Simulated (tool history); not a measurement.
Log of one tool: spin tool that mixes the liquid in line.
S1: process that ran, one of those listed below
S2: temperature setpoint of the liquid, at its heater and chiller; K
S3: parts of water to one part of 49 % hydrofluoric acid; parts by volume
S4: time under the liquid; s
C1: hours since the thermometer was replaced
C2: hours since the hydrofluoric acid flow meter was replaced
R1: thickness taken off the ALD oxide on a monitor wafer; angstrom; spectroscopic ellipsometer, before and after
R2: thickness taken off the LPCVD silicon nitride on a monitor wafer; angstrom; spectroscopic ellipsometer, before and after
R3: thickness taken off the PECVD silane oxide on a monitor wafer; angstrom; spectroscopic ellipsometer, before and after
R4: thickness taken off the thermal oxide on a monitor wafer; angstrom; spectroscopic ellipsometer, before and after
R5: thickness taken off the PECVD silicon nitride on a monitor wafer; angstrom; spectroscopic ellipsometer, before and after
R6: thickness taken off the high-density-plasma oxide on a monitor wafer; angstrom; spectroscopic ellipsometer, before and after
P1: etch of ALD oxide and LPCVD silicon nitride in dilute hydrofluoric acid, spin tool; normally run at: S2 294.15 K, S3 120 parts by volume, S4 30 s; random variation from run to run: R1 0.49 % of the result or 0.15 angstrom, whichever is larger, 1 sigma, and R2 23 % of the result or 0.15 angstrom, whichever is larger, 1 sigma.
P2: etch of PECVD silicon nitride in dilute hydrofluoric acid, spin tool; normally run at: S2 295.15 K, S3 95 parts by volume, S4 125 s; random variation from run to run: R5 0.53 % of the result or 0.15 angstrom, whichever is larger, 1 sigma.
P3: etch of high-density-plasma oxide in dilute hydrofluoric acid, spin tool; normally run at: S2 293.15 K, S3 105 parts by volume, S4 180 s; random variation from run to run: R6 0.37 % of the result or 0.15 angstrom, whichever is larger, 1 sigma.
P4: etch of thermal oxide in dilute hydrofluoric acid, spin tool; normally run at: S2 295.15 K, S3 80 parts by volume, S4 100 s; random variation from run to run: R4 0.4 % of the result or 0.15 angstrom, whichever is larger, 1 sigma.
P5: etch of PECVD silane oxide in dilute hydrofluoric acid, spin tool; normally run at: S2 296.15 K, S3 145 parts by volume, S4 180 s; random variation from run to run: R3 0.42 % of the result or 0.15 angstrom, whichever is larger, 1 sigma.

{"run": 1, "day": 0.521, "S1": "P1", "S2": 294.15, "S3": 120, "S4": 30, "C1": 797.0, "C2": 529.5, "R1": 71.195, "R2": 0.84556}
{"run": 2, "day": 0.846, "S1": "P5", "S2": 290.15, "S3": 145, "S4": 180, "C1": 804.8, "C2": 537.3, "R3": 177.33}
{"run": 3, "day": 1.371, "S1": "P4", "S2": 295.15, "S3": 80, "S4": 100, "C1": 817.4, "C2": 549.9, "R4": 57.861}
{"run": 4, "day": 1.925, "S1": "P5", "S2": 296.15, "S3": 215, "S4": 180, "C1": 830.7, "C2": 563.2, "R3": 140.87}
{"run": 5, "day": 2.225, "S1": "P4", "S2": 295.15, "S3": 80, "S4": 150, "C1": 837.9, "C2": 570.4, "R4": 86.679}
{"run": 6, "day": 2.629, "S1": "P1", "S2": 299.65, "S3": 200, "S4": 30, "C1": 847.6, "C2": 580.1, "R1": 48.257, "R2": 0.91417}
{"run": 7, "day": 3.225, "S1": "P2", "S2": 295.15, "S3": 95, "S4": 230, "C1": 861.9, "C2": 594.4, "R5": 94.464}
{"run": 8, "day": 3.492, "S1": "P1", "S2": 294.15, "S3": 205, "S4": 15, "C1": 868.3, "C2": 600.8, "R1": 18.984, "R2": 0.32401}
{"run": 9, "day": 4.05, "S1": "P4", "S2": 290.15, "S3": 80, "S4": 100, "C1": 881.7, "C2": 614.2, "R4": 47.157}
{"run": 10, "day": 4.421, "S1": "P1", "S2": 290.15, "S3": 120, "S4": 30, "C1": 890.6, "C2": 623.1, "R1": 60.62, "R2": 0.70295}
{"run": 11, "day": 4.7, "S1": "P3", "S2": 293.15, "S3": 105, "S4": 15, "C1": 897.3, "C2": 629.8, "R6": 8.8749}
{"run": 12, "day": 5.017, "S1": "P1", "S2": 294.15, "S3": 120, "S4": 50, "C1": 904.9, "C2": 637.4, "R1": 118.44, "R2": 0.61801}
{"run": 13, "day": 5.562, "S1": "P1", "S2": 294.15, "S3": 120, "S4": 30, "C1": 918.0, "C2": 650.5, "R1": 71.796, "R2": 0.87566}
{"run": 14, "day": 5.996, "S1": "P3", "S2": 290.15, "S3": 105, "S4": 180, "C1": 928.4, "C2": 660.9, "R6": 92.299}
{"run": 15, "day": 6.567, "S1": "P1", "S2": 294.15, "S3": 120, "S4": 15, "C1": 942.1, "C2": 674.6, "R1": 35.375, "R2": 0.45665}
{"run": 16, "day": 6.958, "S1": "P2", "S2": 295.15, "S3": 160, "S4": 125, "C1": 951.5, "C2": 684.0, "R5": 30.58}
{"run": 17, "day": 7.254, "S1": "P1", "S2": 294.15, "S3": 190, "S4": 30, "C1": 958.6, "C2": 691.1, "R1": 41.395, "R2": 0.54585}
{"run": 18, "day": 7.625, "S1": "P1", "S2": 294.15, "S3": 120, "S4": 30, "C1": 967.5, "C2": 700.0, "R1": 70.445, "R2": 1.1698}
{"run": 19, "day": 8.162, "S1": "P1", "S2": 294.15, "S3": 25, "S4": 30, "C1": 980.4, "C2": 712.9, "R1": 382.97, "R2": 3.4555}
{"run": 20, "day": 8.704, "S1": "P1", "S2": 290.65, "S3": 120, "S4": 60, "C1": 993.4, "C2": 725.9, "R1": 124.2, "R2": 1.1138}
{"run": 21, "day": 9.267, "S1": "P4", "S2": 295.15, "S3": 120, "S4": 100, "C1": 1006.9, "C2": 739.4, "R4": 36.676}
{"run": 22, "day": 9.7, "S1": "P5", "S2": 296.15, "S3": 145, "S4": 180, "C1": 1017.3, "C2": 749.8, "R3": 226.37}
{"run": 23, "day": 9.967, "S1": "P1", "S2": 301.15, "S3": 120, "S4": 30, "C1": 1023.7, "C2": 756.2, "R1": 92.938, "R2": 1.1347}
{"run": 24, "day": 10.271, "S1": "P4", "S2": 295.15, "S3": 80, "S4": 100, "C1": 1031.0, "C2": 763.5, "R4": 57.888}
{"run": 25, "day": 10.833, "S1": "P3", "S2": 293.15, "S3": 45, "S4": 180, "C1": 1044.5, "C2": 777.0, "R6": 260.57}

The next listed run, before its measurement:
{"run": 26, "day": 11.358, "S1": "P5", "S2": 296.15, "S3": 145, "S4": 15, "C1": 1057.1, "C2": 789.6, "R3": "?"}

R3: 18.783 angstrom
